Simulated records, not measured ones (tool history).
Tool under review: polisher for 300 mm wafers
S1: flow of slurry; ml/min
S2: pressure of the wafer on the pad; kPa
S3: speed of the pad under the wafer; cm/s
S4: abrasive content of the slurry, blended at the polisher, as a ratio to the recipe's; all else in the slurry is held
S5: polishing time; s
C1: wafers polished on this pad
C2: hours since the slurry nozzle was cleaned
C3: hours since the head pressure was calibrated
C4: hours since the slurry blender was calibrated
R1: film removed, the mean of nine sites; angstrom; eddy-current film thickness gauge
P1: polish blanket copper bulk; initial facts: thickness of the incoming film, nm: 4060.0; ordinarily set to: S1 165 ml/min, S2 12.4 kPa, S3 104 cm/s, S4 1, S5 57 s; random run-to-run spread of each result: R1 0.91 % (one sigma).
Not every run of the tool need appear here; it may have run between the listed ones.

run     day   S1    S2   S3    S4  S5    C1     C2     C3     C4      R1
  1   0.462  165  12.4  104     1  57   511    372  341.3  227.8  3661.1
  2    0.75  165  12.4  104  0.75  57   584  378.9  348.2  234.7  3393.2
  3   1.121  165  19.3  104     1  57   678  387.8  357.1  243.6  5580.4
  4   1.642  165  12.4  104  1.25  57   810  400.3  369.6  256.1  3792.7
  5   2.062  210  12.4  104  0.75  57   916  410.4  379.7  266.2  3473.2
  6   2.379  100  12.4  104     1  57   997    418  387.3  273.8  3228.3
  7   2.862  215  12.4  104     1  57  1119  429.6  398.9  285.4  3683.7
  8   3.433  165  12.4  104     1  57  1264  443.3  412.6  299.1    3566
  9     3.9  165  12.4  104     1  35  1382  454.5  423.8  310.3  2191.7
 10   4.329  165  12.4  104     1  57  1491  464.8  434.1  320.6  3568.5
 11   4.917  165  12.4  104     1  57  1640  478.9  448.2  334.7    3591
 12   5.412  165   6.2  104     1  57  1765  490.8  460.1  346.6  1800.1
 13   5.888  165  12.4  104     1  79  1886  502.2  471.5    358  4953.4
 14   6.408  165  12.4  148     1  57  2018  514.7    484  370.5  4986.9
 15   6.883  165  12.4   56     1  57  2138  526.1  495.4  381.9    1901
 16   7.217  165  12.4  104     1  57  2223  534.1  503.4  389.9  3601.7
 17   7.854  100   6.9  104     1  57  2384  549.4  518.7  405.2  1796.5
 18   8.504  165  12.4  104     1  57  2549    565  534.3  420.8  3554.9
 19   8.942  165  12.4  104     1  57  2660  575.5  544.8  431.3    3495
 20   9.567  165  12.4  104     1  57  2818  590.5  559.8  446.3  3448.5
 21   9.854  165  12.4  104     1  57  2891  597.4  566.7  453.2  3374.4
     10.096  -- head pressure recalibrated
     10.108  -- worn pad replaced by a new one
 22  10.196  165  12.4  104     1  57    23  605.6    2.4  461.4    3351
 23  10.796  165  12.4  104     1  57   175    620   16.8  475.8  3323.6
 24  11.321  165  12.4  104     1  57   308  632.6   29.4  488.4    3345
 25  11.746  165  12.4  104     1  57   415  642.8   39.6  498.6    3326
 26  12.075  165  12.4  104     1  57   499  650.7   47.5  506.5  3333.5

Something has made what P1 gives creep away from where it was; the 2 causes below, each at its own stated size, fit the log equally well:
A: slurry flow missing at the pad, % = 31.9
B: abrasive missing from the slurry, % = 29.4
The drift started at roughly day 8.504.
What rules out each remaining cause:
removal rate lost through wear of the pad, %: serviced at day 10.108, which brought nothing back
head's pressure below its setpoint, %: serviced at day 10.096, which brought nothing back

Of the 4 check runs below, each run on 3 wafers with the results averaged and each result still a question mark, which one would tell the listed causes apart?
check 1  12.404  100  12.4  104    1  57                   ?
check 2  12.404  165  12.4  104  1.2  44                   ?
check 3  12.404  165  10.3  104  1.2  57                   ?
check 4  12.404  165  12.4   66    1  57                   ?

What each check would give under each cause:
  check  result    if A    if B
check 1      R1  2886.8  3005.8
check 2      R1  2669.2  2664.3
check 3      R1  2881.5  2876.2
check 4      R1  2109.4    2109
Gap, in per cent, between the two causes that each check separates least, read from the result that separates them most: check 1 4.04 %; check 2 0.18 %; check 3 0.18 %; check 4 0.02 %
The other checks would show nearly matching results whichever cause is true, so check 1 is the only one that separates the causes.

Here is what check 1 returned: R1 2896.7 angstrom. Which cause is it?

The cause is A: slurry flow missing at the pad, %.
